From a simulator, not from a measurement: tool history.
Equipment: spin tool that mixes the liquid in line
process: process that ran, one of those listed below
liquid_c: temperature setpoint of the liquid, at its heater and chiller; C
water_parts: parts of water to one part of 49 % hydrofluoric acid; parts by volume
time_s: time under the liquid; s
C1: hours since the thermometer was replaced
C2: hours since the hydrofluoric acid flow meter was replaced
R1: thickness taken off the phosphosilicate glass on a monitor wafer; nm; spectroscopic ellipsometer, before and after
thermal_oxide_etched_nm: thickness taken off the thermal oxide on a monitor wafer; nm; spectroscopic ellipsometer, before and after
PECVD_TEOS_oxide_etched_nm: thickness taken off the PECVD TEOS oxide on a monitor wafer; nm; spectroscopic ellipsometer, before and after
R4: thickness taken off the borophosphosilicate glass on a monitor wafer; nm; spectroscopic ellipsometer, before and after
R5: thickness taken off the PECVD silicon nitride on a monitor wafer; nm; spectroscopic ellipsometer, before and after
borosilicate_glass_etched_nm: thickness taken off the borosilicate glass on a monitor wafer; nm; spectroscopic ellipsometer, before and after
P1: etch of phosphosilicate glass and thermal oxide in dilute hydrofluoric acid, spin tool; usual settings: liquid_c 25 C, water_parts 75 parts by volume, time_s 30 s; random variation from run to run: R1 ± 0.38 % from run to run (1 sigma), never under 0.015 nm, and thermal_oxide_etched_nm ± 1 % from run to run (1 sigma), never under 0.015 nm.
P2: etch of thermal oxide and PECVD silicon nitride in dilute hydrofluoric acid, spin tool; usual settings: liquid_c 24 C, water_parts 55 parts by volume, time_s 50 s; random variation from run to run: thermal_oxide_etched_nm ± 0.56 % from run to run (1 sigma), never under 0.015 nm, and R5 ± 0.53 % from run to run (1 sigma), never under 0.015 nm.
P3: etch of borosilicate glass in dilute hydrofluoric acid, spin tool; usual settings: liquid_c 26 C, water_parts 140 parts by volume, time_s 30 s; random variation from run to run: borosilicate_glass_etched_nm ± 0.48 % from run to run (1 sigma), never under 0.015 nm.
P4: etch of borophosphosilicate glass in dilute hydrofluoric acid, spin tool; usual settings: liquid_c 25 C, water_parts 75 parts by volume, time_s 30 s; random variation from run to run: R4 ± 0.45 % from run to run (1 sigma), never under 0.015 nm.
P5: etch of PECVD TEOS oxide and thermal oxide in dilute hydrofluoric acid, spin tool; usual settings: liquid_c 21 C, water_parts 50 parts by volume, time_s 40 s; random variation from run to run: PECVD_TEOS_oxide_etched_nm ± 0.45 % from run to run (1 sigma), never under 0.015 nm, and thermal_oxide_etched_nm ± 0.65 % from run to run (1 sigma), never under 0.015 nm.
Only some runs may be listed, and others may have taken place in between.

Run 1, hour 9.6: process P1, liquid_c 25 C, water_parts 75 parts by volume, time_s 30 s; C1 559.1; C2 580.8. Result: R1 84.063 nm, thermal_oxide_etched_nm 2.0797 nm.
Run 2, hour 17.4: process P1, liquid_c 25 C, water_parts 75 parts by volume, time_s 30 s; C1 566.9; C2 588.6. Result: R1 84.657 nm, thermal_oxide_etched_nm 2.0676 nm.
Run 3, hour 23.4: process P5, liquid_c 17 C, water_parts 50 parts by volume, time_s 40 s; C1 572.9; C2 594.6. Result: thermal_oxide_etched_nm 2.9784 nm, PECVD_TEOS_oxide_etched_nm 5.5064 nm.
Run 4, hour 35.4: process P4, liquid_c 25 C, water_parts 75 parts by volume, time_s 15 s; C1 584.9; C2 606.6. Result: R4 7.1874 nm.
Run 5, hour 41.6: process P1, liquid_c 25 C, water_parts 75 parts by volume, time_s 30 s; C1 591.1; C2 612.8. Result: R1 83.65 nm, thermal_oxide_etched_nm 2.116 nm.
Run 6, hour 50: process P1, liquid_c 25 C, water_parts 75 parts by volume, time_s 15 s; C1 599.5; C2 621.2. Result: R1 41.973 nm, thermal_oxide_etched_nm 1.0289 nm.
Run 7, hour 56.6: process P2, liquid_c 24 C, water_parts 55 parts by volume, time_s 20 s; C1 606.1; C2 627.8. Result: thermal_oxide_etched_nm 1.7763 nm, R5 2.0172 nm.
Run 8, hour 66: process P1, liquid_c 20 C, water_parts 30 parts by volume, time_s 30 s; C1 615.5; C2 637.2. Result: R1 180.77 nm, thermal_oxide_etched_nm 4.5773 nm.
Run 9, hour 77.3: process P4, liquid_c 25 C, water_parts 125 parts by volume, time_s 30 s; C1 626.8; C2 648.5. Result: R4 8.0804 nm.
Run 10, hour 88: process P1, liquid_c 25 C, water_parts 75 parts by volume, time_s 30 s; C1 637.5; C2 659.2. Result: R1 83.968 nm, thermal_oxide_etched_nm 2.1191 nm.
Run 11, hour 94.1: process P2, liquid_c 24 C, water_parts 55 parts by volume, time_s 50 s; C1 643.6; C2 665.3. Result: thermal_oxide_etched_nm 4.4659 nm, R5 5.0424 nm.
Run 12, hour 102.6: process P1, liquid_c 20.5 C, water_parts 75 parts by volume, time_s 30 s; C1 652.1; C2 673.8. Result: R1 70.13 nm, thermal_oxide_etched_nm 1.7277 nm.
Run 13, hour 112.9: process P1, liquid_c 25 C, water_parts 40 parts by volume, time_s 45 s; C1 662.4; C2 684.1. Result: R1 248.03 nm, thermal_oxide_etched_nm 6.1653 nm.
Run 14, hour 119.8: process P4, liquid_c 31 C, water_parts 75 parts by volume, time_s 30 s; C1 669.3; C2 691. Result: R4 18.118 nm.
Run 15, hour 127.9: process P3, liquid_c 26 C, water_parts 140 parts by volume, time_s 30 s; C1 677.4; C2 699.1. Result: borosilicate_glass_etched_nm 11.552 nm.
Run 16, hour 135.2: process P1, liquid_c 25 C, water_parts 75 parts by volume, time_s 30 s; C1 684.7; C2 706.4. Result: R1 83.929 nm, thermal_oxide_etched_nm 2.0662 nm.
Run 17, hour 145.8: process P1, liquid_c 25 C, water_parts 75 parts by volume, time_s 55 s; C1 695.3; C2 717. Result: R1 154.54 nm, thermal_oxide_etched_nm 3.8854 nm.
Run 18, hour 154.4: process P1, liquid_c 25 C, water_parts 125 parts by volume, time_s 30 s; C1 703.9; C2 725.6. Result: R1 47.245 nm, thermal_oxide_etched_nm 1.1794 nm.
Run 19, hour 166.2: process P1, liquid_c 30 C, water_parts 75 parts by volume, time_s 30 s; C1 715.7; C2 737.4. Result: R1 102.8 nm, thermal_oxide_etched_nm 2.5326 nm.
Run 20, hour 174.8: process P5, liquid_c 21 C, water_parts 50 parts by volume, time_s 65 s; C1 724.3; C2 746. Result: thermal_oxide_etched_nm 5.7421 nm, PECVD_TEOS_oxide_etched_nm 10.646 nm.
Run 21, hour 181.5: process P5, liquid_c 21 C, water_parts 90 parts by volume, time_s 40 s; C1 731; C2 752.7. Result: thermal_oxide_etched_nm 1.8556 nm, PECVD_TEOS_oxide_etched_nm 3.4045 nm.
Run 22, hour 188.7: process P2, liquid_c 19.5 C, water_parts 55 parts by volume, time_s 50 s; C1 738.2; C2 759.9. Result: thermal_oxide_etched_nm 3.7264 nm, R5 3.7232 nm.
Run 23, hour 195.3: process P2, liquid_c 24 C, water_parts 20 parts by volume, time_s 50 s; C1 744.8; C2 766.5. Result: thermal_oxide_etched_nm 12.974 nm, R5 13.313 nm.
Run 24, hour 203.2: process P5, liquid_c 21 C, water_parts 50 parts by volume, time_s 40 s; C1 752.7; C2 774.4. Result: thermal_oxide_etched_nm 3.515 nm, PECVD_TEOS_oxide_etched_nm 6.5392 nm.
Run 25, hour 211.7: process P4, liquid_c 25 C, water_parts 75 parts by volume, time_s 30 s; C1 761.2; C2 782.9. Result: R4 14.348 nm.
Run 26, hour 219.8: process P3, liquid_c 20.5 C, water_parts 140 parts by volume, time_s 30 s; C1 769.3; C2 791. Result: borosilicate_glass_etched_nm 9.4026 nm.
Run 27, hour 228.3: process P3, liquid_c 26 C, water_parts 55 parts by volume, time_s 30 s; C1 777.8; C2 799.5. Result: borosilicate_glass_etched_nm 32.751 nm.
Run 28, hour 235.3: process P3, liquid_c 26 C, water_parts 140 parts by volume, time_s 15 s; C1 784.8; C2 806.5. Result: borosilicate_glass_etched_nm 5.7566 nm.
Run 29, hour 243.4: process P1, liquid_c 25 C, water_parts 40 parts by volume, time_s 30 s; C1 792.9; C2 814.6. Result: R1 164.73 nm, thermal_oxide_etched_nm 4.1692 nm.
Run 30, hour 250.9: process P1, liquid_c 25 C, water_parts 75 parts by volume, time_s 30 s; C1 800.4; C2 822.1. Result: R1 84.891 nm, thermal_oxide_etched_nm 2.0944 nm.
Run 31, hour 262.3: process P1, liquid_c 25 C, water_parts 75 parts by volume, time_s 30 s; C1 811.8; C2 833.5. Result: R1 82.179 nm, thermal_oxide_etched_nm 2.0053 nm.
Run 32, hour 269.9: process P1, liquid_c 25 C, water_parts 75 parts by volume, time_s 30 s; C1 819.4; C2 841.1. Result: R1 80.815 nm, thermal_oxide_etched_nm 2.0239 nm.

Expected results for the next run?
Run 33, hour 278.1: process P1, liquid_c 25 C, water_parts 75 parts by volume, time_s 30 s; C1 827.6; C2 849.3. Result: R1 ?, thermal_oxide_etched_nm ?.

{"run 33": {"R1": 79.593, "thermal_oxide_etched_nm": 2.0025}}
